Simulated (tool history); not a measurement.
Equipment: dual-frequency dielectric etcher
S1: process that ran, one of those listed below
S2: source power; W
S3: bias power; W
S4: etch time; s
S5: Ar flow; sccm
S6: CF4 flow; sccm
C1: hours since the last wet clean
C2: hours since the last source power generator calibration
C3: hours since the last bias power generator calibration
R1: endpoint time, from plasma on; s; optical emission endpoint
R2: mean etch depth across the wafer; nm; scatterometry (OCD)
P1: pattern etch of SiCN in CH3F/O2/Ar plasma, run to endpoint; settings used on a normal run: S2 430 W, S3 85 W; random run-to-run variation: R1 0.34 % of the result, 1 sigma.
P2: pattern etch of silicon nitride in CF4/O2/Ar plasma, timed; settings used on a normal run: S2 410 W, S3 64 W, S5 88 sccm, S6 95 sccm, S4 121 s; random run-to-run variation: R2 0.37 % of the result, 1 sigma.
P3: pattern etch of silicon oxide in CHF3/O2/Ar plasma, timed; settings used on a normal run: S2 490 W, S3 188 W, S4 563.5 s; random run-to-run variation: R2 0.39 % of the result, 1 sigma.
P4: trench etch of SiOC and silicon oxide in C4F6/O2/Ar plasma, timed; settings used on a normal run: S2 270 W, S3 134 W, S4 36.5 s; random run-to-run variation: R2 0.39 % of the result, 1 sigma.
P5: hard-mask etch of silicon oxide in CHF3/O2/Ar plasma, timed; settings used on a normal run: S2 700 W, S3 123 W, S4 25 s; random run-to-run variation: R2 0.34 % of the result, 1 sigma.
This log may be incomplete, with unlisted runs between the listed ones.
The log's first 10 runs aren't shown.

Run 11, hour 59: S1 P2, S2 410 W, S3 64 W, S4 121 s, S5 88 sccm, S6 63 sccm; C1 21.1; C2 2561.6; C3 2679.3. Result: R2 203.99 nm.
Run 12, hour 65.7: S1 P1, S2 430 W, S3 85 W; C1 27.8; C2 2568.3; C3 2686. Result: R1 21.481 s.
Run 13, hour 72.4: S1 P3, S2 490 W, S3 128 W, S4 563.5 s; C1 34.5; C2 2575; C3 2692.7. Result: R2 913.57 nm.
Run 14, hour 78.9: S1 P4, S2 270 W, S3 134 W, S4 36.5 s; C1 41; C2 2581.5; C3 2699.2. Result: R2 56.538 nm.
Run 15, hour 82.6: S1 P3, S2 380 W, S3 188 W, S4 563.5 s; C1 44.7; C2 2585.2; C3 2702.9. Result: R2 953.58 nm.
Run 16, hour 87.7: S1 P1, S2 430 W, S3 85 W; C1 49.8; C2 2590.3; C3 2708. Result: R1 21.656 s.
Run 17, hour 91.6: S1 P1, S2 590 W, S3 112 W; C1 53.7; C2 2594.2; C3 2711.9. Result: R1 17.26 s.
Run 18, hour 98.8: S1 P2, S2 410 W, S3 64 W, S4 121 s, S5 56 sccm, S6 95 sccm; C1 60.9; C2 2601.4; C3 2719.1. Result: R2 222.27 nm.
Run 19, hour 103.8: S1 P1, S2 430 W, S3 85 W; C1 65.9; C2 2606.4; C3 2724.1. Result: R1 21.616 s.
Run 20, hour 110.3: S1 P3, S2 490 W, S3 188 W, S4 563.5 s; C1 72.4; C2 2612.9; C3 2730.6. Result: R2 1046.5 nm.
Run 21, hour 118.1: S1 P4, S2 170 W, S3 134 W, S4 36.5 s; C1 80.2; C2 2620.7; C3 2738.4. Result: R2 47.45 nm.
Run 22, hour 124.6: S1 P5, S2 990 W, S3 123 W, S4 25 s; C1 86.7; C2 2627.2; C3 2744.9. Result: R2 54.528 nm.
Run 23, hour 128.5: S1 P1, S2 430 W, S3 85 W; C1 90.6; C2 2631.1; C3 2748.8. Result: R1 21.576 s.
Run 24, hour 134.6: S1 P2, S2 410 W, S3 77 W, S4 121 s, S5 88 sccm, S6 95 sccm; C1 96.7; C2 2637.2; C3 2754.9. Result: R2 227.86 nm.
Run 25, hour 139: S1 P2, S2 410 W, S3 64 W, S4 81 s, S5 88 sccm, S6 95 sccm; C1 101.1; C2 2641.6; C3 2759.3. Result: R2 143.95 nm.
Run 26, hour 146.4: S1 P3, S2 490 W, S3 188 W, S4 775.5 s; C1 108.5; C2 2649; C3 2766.7. Result: R2 1445.5 nm.
Run 27, hour 152.9: S1 P2, S2 560 W, S3 64 W, S4 121 s, S5 88 sccm, S6 95 sccm; C1 115; C2 2655.5; C3 2773.2. Result: R2 280.34 nm.
Run 28, hour 158.6: S1 P1, S2 430 W, S3 67 W; C1 120.7; C2 2661.2; C3 2778.9. Result: R1 23.454 s.

Forecast run 29:
Run 29, hour 166.4: S1 P5, S2 700 W, S3 74 W, S4 25 s; C1 128.5; C2 2669; C3 2786.7. Result: R2 ?.

Run 29 gave R2 41.266 nm.
